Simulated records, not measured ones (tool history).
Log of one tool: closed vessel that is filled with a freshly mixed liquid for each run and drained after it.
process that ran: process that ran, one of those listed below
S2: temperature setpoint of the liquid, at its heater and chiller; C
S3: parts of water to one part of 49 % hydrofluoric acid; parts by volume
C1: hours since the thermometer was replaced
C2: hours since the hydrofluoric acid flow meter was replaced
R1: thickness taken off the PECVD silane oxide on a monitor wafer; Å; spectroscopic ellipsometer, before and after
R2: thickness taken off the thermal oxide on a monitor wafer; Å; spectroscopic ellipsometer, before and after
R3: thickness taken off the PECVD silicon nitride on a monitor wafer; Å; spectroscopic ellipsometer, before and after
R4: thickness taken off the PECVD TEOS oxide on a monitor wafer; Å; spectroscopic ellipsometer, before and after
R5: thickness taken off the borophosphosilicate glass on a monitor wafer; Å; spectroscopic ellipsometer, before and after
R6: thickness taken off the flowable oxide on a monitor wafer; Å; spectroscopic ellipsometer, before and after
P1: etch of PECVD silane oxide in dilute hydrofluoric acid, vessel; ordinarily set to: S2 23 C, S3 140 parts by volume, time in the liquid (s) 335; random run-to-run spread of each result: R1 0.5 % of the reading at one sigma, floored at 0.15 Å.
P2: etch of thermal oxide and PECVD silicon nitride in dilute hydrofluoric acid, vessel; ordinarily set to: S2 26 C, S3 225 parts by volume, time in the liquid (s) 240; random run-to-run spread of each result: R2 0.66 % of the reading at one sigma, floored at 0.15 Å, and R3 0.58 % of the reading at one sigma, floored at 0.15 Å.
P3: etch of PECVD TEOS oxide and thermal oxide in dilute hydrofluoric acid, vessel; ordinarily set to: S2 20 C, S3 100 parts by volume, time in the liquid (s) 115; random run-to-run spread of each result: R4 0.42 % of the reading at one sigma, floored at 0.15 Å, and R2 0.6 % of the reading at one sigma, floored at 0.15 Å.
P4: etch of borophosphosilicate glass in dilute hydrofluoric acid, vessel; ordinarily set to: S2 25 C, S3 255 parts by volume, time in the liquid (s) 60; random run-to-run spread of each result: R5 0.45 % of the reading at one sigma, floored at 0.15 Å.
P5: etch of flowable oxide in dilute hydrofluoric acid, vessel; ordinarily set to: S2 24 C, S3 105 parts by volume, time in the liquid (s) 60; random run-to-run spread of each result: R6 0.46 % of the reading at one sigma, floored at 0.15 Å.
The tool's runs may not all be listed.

{"run": 1, "hour": 13.2, "process that ran": "P1", "S2": 23, "S3": 140, "time in the liquid (s)": 335, "C1": 1319.4, "C2": 463.7, "R1": 325.95}
{"run": 2, "hour": 27.2, "process that ran": "P2", "S2": 26, "S3": 225, "time in the liquid (s)": 240, "C1": 1333.4, "C2": 477.7, "R2": 44.527, "R3": 53.427}
{"run": 3, "hour": 37.9, "process that ran": "P2", "S2": 26, "S3": 225, "time in the liquid (s)": 460, "C1": 1344.1, "C2": 488.4, "R2": 85.857, "R3": 103.87}
{"run": 4, "hour": 51.6, "process that ran": "P3", "S2": 20, "S3": 100, "time in the liquid (s)": 115, "C1": 1357.8, "C2": 502.1, "R2": 46.898, "R4": 164.64}
{"run": 5, "hour": 60.2, "process that ran": "P4", "S2": 25, "S3": 255, "time in the liquid (s)": 60, "C1": 1366.4, "C2": 510.7, "R5": 76.194}
{"run": 6, "hour": 68.4, "process that ran": "P1", "S2": 30.5, "S3": 35, "time in the liquid (s)": 335, "C1": 1374.6, "C2": 518.9, "R1": 1992.5}
{"run": 7, "hour": 79.8, "process that ran": "P1", "S2": 23, "S3": 65, "time in the liquid (s)": 625, "C1": 1386, "C2": 530.3, "R1": 1423.8}
{"run": 8, "hour": 91.0, "process that ran": "P1", "S2": 23, "S3": 70, "time in the liquid (s)": 335, "C1": 1397.2, "C2": 541.5, "R1": 704.57}
{"run": 9, "hour": 100.9, "process that ran": "P1", "S2": 23, "S3": 140, "time in the liquid (s)": 335, "C1": 1407.1, "C2": 551.4, "R1": 322.92}
{"run": 10, "hour": 109.2, "process that ran": "P1", "S2": 23, "S3": 140, "time in the liquid (s)": 335, "C1": 1415.4, "C2": 559.7, "R1": 323.5}
{"run": 11, "hour": 115.4, "process that ran": "P3", "S2": 17, "S3": 100, "time in the liquid (s)": 115, "C1": 1421.6, "C2": 565.9, "R2": 41.254, "R4": 147.6}
{"run": 12, "hour": 122.2, "process that ran": "P4", "S2": 25, "S3": 400, "time in the liquid (s)": 60, "C1": 1428.4, "C2": 572.7, "R5": 42.176}
{"run": 13, "hour": 133.5, "process that ran": "P5", "S2": 24, "S3": 105, "time in the liquid (s)": 120, "C1": 1439.7, "C2": 584, "R6": 699.48}
{"run": 14, "hour": 142.4, "process that ran": "P4", "S2": 25, "S3": 255, "time in the liquid (s)": 105, "C1": 1448.6, "C2": 592.9, "R5": 133.86}
{"run": 15, "hour": 154.6, "process that ran": "P2", "S2": 26, "S3": 225, "time in the liquid (s)": 240, "C1": 1460.8, "C2": 605.1, "R2": 44.789, "R3": 53.678}
{"run": 16, "hour": 163.0, "process that ran": "P1", "S2": 31.5, "S3": 140, "time in the liquid (s)": 335, "C1": 1469.2, "C2": 613.5, "R1": 445.79}
{"run": 17, "hour": 170.4, "process that ran": "P2", "S2": 26, "S3": 345, "time in the liquid (s)": 240, "C1": 1476.6, "C2": 620.9, "R2": 26.122, "R3": 34.817}
{"run": 18, "hour": 178.5, "process that ran": "P4", "S2": 25, "S3": 255, "time in the liquid (s)": 60, "C1": 1484.7, "C2": 629, "R5": 77.283}
{"run": 19, "hour": 185.7, "process that ran": "P1", "S2": 23, "S3": 140, "time in the liquid (s)": 30, "C1": 1491.9, "C2": 636.2, "R1": 28.768}
{"run": 20, "hour": 195.4, "process that ran": "P1", "S2": 23, "S3": 225, "time in the liquid (s)": 335, "C1": 1501.6, "C2": 645.9, "R1": 184.87}
{"run": 21, "hour": 204.1, "process that ran": "P3", "S2": 20, "S3": 100, "time in the liquid (s)": 210, "C1": 1510.3, "C2": 654.6, "R2": 85.264, "R4": 303.52}
{"run": 22, "hour": 213.8, "process that ran": "P2", "S2": 20, "S3": 225, "time in the liquid (s)": 240, "C1": 1520, "C2": 664.3, "R2": 36.215, "R3": 37.275}
{"run": 23, "hour": 226.1, "process that ran": "P1", "S2": 23, "S3": 140, "time in the liquid (s)": 335, "C1": 1532.3, "C2": 676.6, "R1": 323.32}
{"run": 24, "hour": 236.8, "process that ran": "P1", "S2": 23, "S3": 140, "time in the liquid (s)": 620, "C1": 1543, "C2": 687.3, "R1": 602.21}
{"run": 25, "hour": 245.1, "process that ran": "P5", "S2": 24, "S3": 105, "time in the liquid (s)": 60, "C1": 1551.3, "C2": 695.6, "R6": 351.28}
{"run": 26, "hour": 253.1, "process that ran": "P1", "S2": 17, "S3": 140, "time in the liquid (s)": 335, "C1": 1559.3, "C2": 703.6, "R1": 255.45}
{"run": 27, "hour": 260.2, "process that ran": "P1", "S2": 23, "S3": 140, "time in the liquid (s)": 335, "C1": 1566.4, "C2": 710.7, "R1": 322.74}
{"run": 28, "hour": 269.5, "process that ran": "P4", "S2": 19, "S3": 255, "time in the liquid (s)": 60, "C1": 1575.7, "C2": 720, "R5": 61.721}
{"run": 29, "hour": 280.7, "process that ran": "P5", "S2": 24, "S3": 25, "time in the liquid (s)": 60, "C1": 1586.9, "C2": 731.2, "R6": 1616.4}
{"hour": 283.2, "done": "thermometer replaced"}
{"run": 30, "hour": 291.0, "process that ran": "P5", "S2": 28.5, "S3": 105, "time in the liquid (s)": 60, "C1": 7.8, "C2": 741.5, "R6": 417.28}
{"run": 31, "hour": 305.0, "process that ran": "P3", "S2": 20, "S3": 150, "time in the liquid (s)": 115, "C1": 21.8, "C2": 755.5, "R2": 29.763, "R4": 105.33}
{"run": 32, "hour": 313.2, "process that ran": "P1", "S2": 23, "S3": 190, "time in the liquid (s)": 565, "C1": 30, "C2": 763.7, "R1": 380.38}
{"run": 33, "hour": 320.9, "process that ran": "P1", "S2": 23, "S3": 140, "time in the liquid (s)": 335, "C1": 37.7, "C2": 771.4, "R1": 326.51}
{"run": 34, "hour": 328.3, "process that ran": "P1", "S2": 23, "S3": 140, "time in the liquid (s)": 335, "C1": 45.1, "C2": 778.8, "R1": 319.95}
{"run": 35, "hour": 337.8, "process that ran": "P1", "S2": 23, "S3": 140, "time in the liquid (s)": 335, "C1": 54.6, "C2": 788.3, "R1": 312.34}
{"run": 36, "hour": 344.6, "process that ran": "P1", "S2": 23, "S3": 140, "time in the liquid (s)": 335, "C1": 61.4, "C2": 795.1, "R1": 309.93}
{"run": 37, "hour": 355.2, "process that ran": "P1", "S2": 23, "S3": 140, "time in the liquid (s)": 335, "C1": 72, "C2": 805.7, "R1": 307.86}
{"run": 38, "hour": 368.9, "process that ran": "P1", "S2": 23, "S3": 140, "time in the liquid (s)": 335, "C1": 85.7, "C2": 819.4, "R1": 304.87}
{"run": 39, "hour": 376.0, "process that ran": "P1", "S2": 23, "S3": 140, "time in the liquid (s)": 335, "C1": 92.8, "C2": 826.5, "R1": 301.93}
{"run": 40, "hour": 386.4, "process that ran": "P1", "S2": 23, "S3": 140, "time in the liquid (s)": 335, "C1": 103.2, "C2": 836.9, "R1": 304.64}
{"run": 41, "hour": 400.1, "process that ran": "P1", "S2": 23, "S3": 140, "time in the liquid (s)": 335, "C1": 116.9, "C2": 850.6, "R1": 302.83}
{"run": 42, "hour": 408.4, "process that ran": "P1", "S2": 23, "S3": 140, "time in the liquid (s)": 335, "C1": 125.2, "C2": 858.9, "R1": 301.86}

The output of P1 has drifted from where it used to be. Each of the 2 causes below, taken at the size shown beside it, accounts for the log equally well:
A: hydrofluoric acid flow below the setpoint (%) = 5.61
B: liquid colder than its thermometer reads (K) = 1.71
The gradual shift began around hour 320.9.

Listed below are the offered check runs, one wafer per run, with question marks in place of results. For which of them would the causes give clearly different outcomes?
{"run": "check 1", "hour": 416.7, "process that ran": "P4", "S2": 25, "S3": 255, "time in the liquid (s)": 60, "R5": "?"}
{"run": "check 2", "hour": 416.7, "process that ran": "P3", "S2": 20, "S3": 100, "time in the liquid (s)": 115, "R2": "?", "R4": "?"}
{"run": "check 3", "hour": 416.7, "process that ran": "P2", "S2": 26, "S3": 225, "time in the liquid (s)": 240, "R2": "?", "R3": "?"}
{"run": "check 4", "hour": 416.7, "process that ran": "P5", "S2": 24, "S3": 105, "time in the liquid (s)": 60, "R6": "?"}

What each check would give under each cause:
check=check_1 result=R5 if_A=71.472 if_B=72.366
check=check_2 result=R2 if_A=43.825 if_B=43.543
check=check_2 result=R4 if_A=156.04 if_B=155.03
check=check_3 result=R2 if_A=42.11 if_B=42.57
check=check_3 result=R3 if_A=50.777 if_B=48.388
check=check_4 result=R6 if_A=327.47 if_B=326.58
Per-check spread between the two closest causes, in the result where they differ most: check 1 1.24 %; check 2 0.65 %; check 3 4.82 %; check 4 0.27 %
Check 3 tells the causes apart: in the others they would give nearly the same result.

Here is what check 3 returned: R2 42.272 Å; R3 51.154 Å. Which cause is it?

It is A: hydrofluoric acid flow below the setpoint (%).

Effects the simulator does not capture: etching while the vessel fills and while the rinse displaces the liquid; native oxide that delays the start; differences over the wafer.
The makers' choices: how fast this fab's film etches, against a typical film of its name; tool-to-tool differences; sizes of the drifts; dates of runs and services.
